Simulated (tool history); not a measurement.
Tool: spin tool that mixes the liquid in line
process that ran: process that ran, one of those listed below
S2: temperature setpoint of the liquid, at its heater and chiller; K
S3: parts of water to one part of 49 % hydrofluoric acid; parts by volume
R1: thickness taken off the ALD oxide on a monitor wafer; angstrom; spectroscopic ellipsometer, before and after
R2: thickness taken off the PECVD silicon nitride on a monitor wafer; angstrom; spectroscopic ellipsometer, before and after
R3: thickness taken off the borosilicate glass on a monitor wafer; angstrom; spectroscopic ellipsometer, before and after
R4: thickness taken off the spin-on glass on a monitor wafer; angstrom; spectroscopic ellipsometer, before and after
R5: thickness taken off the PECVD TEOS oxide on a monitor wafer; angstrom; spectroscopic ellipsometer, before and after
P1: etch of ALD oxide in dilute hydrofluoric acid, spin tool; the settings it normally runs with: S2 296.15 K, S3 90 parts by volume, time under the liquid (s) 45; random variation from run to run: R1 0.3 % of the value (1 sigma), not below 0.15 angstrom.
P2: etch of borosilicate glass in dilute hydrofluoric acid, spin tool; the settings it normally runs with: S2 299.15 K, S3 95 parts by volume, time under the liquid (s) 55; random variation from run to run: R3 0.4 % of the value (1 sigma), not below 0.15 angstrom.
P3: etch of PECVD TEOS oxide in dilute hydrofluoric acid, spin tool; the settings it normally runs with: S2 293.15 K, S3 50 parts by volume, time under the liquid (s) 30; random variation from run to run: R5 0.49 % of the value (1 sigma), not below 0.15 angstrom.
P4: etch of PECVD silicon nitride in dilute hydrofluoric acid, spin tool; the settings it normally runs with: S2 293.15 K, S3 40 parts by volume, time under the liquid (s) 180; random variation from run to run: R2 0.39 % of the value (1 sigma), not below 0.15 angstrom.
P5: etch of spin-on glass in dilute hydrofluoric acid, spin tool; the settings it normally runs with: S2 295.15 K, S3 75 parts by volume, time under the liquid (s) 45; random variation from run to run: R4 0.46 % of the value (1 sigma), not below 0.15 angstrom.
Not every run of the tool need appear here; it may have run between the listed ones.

Run 1, hour 11.5: process that ran P1, S2 296.15 K, S3 90 parts by volume, time under the liquid (s) 45. Result: R1 121.58 angstrom.
Run 2, hour 22.7: process that ran P4, S2 293.15 K, S3 40 parts by volume, time under the liquid (s) 180. Result: R2 57.185 angstrom.
Run 3, hour 30.1: process that ran P1, S2 296.15 K, S3 90 parts by volume, time under the liquid (s) 45. Result: R1 122.27 angstrom.
Run 4, hour 40.3: process that ran P2, S2 299.15 K, S3 95 parts by volume, time under the liquid (s) 55. Result: R3 106.44 angstrom.
Run 5, hour 51.5: process that ran P1, S2 301.15 K, S3 90 parts by volume, time under the liquid (s) 75. Result: R1 247.9 angstrom.
Run 6, hour 62.2: process that ran P2, S2 299.15 K, S3 95 parts by volume, time under the liquid (s) 100. Result: R3 193.26 angstrom.
At hour 66.7: hydrofluoric acid flow meter replaced.
Run 7, hour 71.7: process that ran P5, S2 295.15 K, S3 75 parts by volume, time under the liquid (s) 45. Result: R4 186.6 angstrom.
Run 8, hour 80.6: process that ran P1, S2 296.15 K, S3 20 parts by volume, time under the liquid (s) 45. Result: R1 599.76 angstrom.
Run 9, hour 91.5: process that ran P4, S2 293.15 K, S3 55 parts by volume, time under the liquid (s) 180. Result: R2 42.719 angstrom.
Run 10, hour 106.7: process that ran P2, S2 294.15 K, S3 95 parts by volume, time under the liquid (s) 55. Result: R3 87.272 angstrom.
Run 11, hour 114.8: process that ran P3, S2 293.15 K, S3 50 parts by volume, time under the liquid (s) 60. Result: R5 258.01 angstrom.
Run 12, hour 121.8: process that ran P1, S2 290.15 K, S3 90 parts by volume, time under the liquid (s) 15. Result: R1 31.813 angstrom.
Run 13, hour 135.2: process that ran P5, S2 300.65 K, S3 75 parts by volume, time under the liquid (s) 45. Result: R4 232.46 angstrom.
Run 14, hour 149.9: process that ran P3, S2 290.15 K, S3 50 parts by volume, time under the liquid (s) 30. Result: R5 113.85 angstrom.
Run 15, hour 163.5: process that ran P1, S2 296.15 K, S3 135 parts by volume, time under the liquid (s) 45. Result: R1 76.678 angstrom.
Run 16, hour 179.2: process that ran P1, S2 296.15 K, S3 90 parts by volume, time under the liquid (s) 70. Result: R1 189.82 angstrom.
Run 17, hour 193.3: process that ran P1, S2 290.15 K, S3 40 parts by volume, time under the liquid (s) 45. Result: R1 225.97 angstrom.
Run 18, hour 206.6: process that ran P5, S2 295.15 K, S3 75 parts by volume, time under the liquid (s) 45. Result: R4 186.31 angstrom.
Run 19, hour 214.4: process that ran P5, S2 295.15 K, S3 75 parts by volume, time under the liquid (s) 80. Result: R4 332.96 angstrom.
Run 20, hour 228.6: process that ran P3, S2 293.15 K, S3 50 parts by volume, time under the liquid (s) 30. Result: R5 128.88 angstrom.
Run 21, hour 240.7: process that ran P2, S2 299.15 K, S3 95 parts by volume, time under the liquid (s) 55. Result: R3 106.97 angstrom.
Run 22, hour 254.3: process that ran P1, S2 296.15 K, S3 90 parts by volume, time under the liquid (s) 45. Result: R1 122.83 angstrom.
Run 23, hour 268.2: process that ran P1, S2 290.15 K, S3 90 parts by volume, time under the liquid (s) 45. Result: R1 94.888 angstrom.
Run 24, hour 276.8: process that ran P1, S2 296.15 K, S3 90 parts by volume, time under the liquid (s) 15. Result: R1 40.981 angstrom.
Run 25, hour 287.3: process that ran P1, S2 296.15 K, S3 90 parts by volume, time under the liquid (s) 45. Result: R1 122.38 angstrom.
Run 26, hour 294.5: process that ran P5, S2 295.15 K, S3 20 parts by volume, time under the liquid (s) 45. Result: R4 751.09 angstrom.
Run 27, hour 307.2: process that ran P1, S2 296.15 K, S3 90 parts by volume, time under the liquid (s) 45. Result: R1 121.52 angstrom.
Run 28, hour 322.4: process that ran P4, S2 298.15 K, S3 40 parts by volume, time under the liquid (s) 180. Result: R2 80.699 angstrom.
Run 29, hour 332.6: process that ran P2, S2 299.15 K, S3 35 parts by volume, time under the liquid (s) 55. Result: R3 315.06 angstrom.

Predict the results of run 30:
Run 30, hour 341.3: process that ran P4, S2 293.15 K, S3 40 parts by volume, time under the liquid (s) 180. Result: R2 ?.

Run 30 gave R2 57.728 angstrom.

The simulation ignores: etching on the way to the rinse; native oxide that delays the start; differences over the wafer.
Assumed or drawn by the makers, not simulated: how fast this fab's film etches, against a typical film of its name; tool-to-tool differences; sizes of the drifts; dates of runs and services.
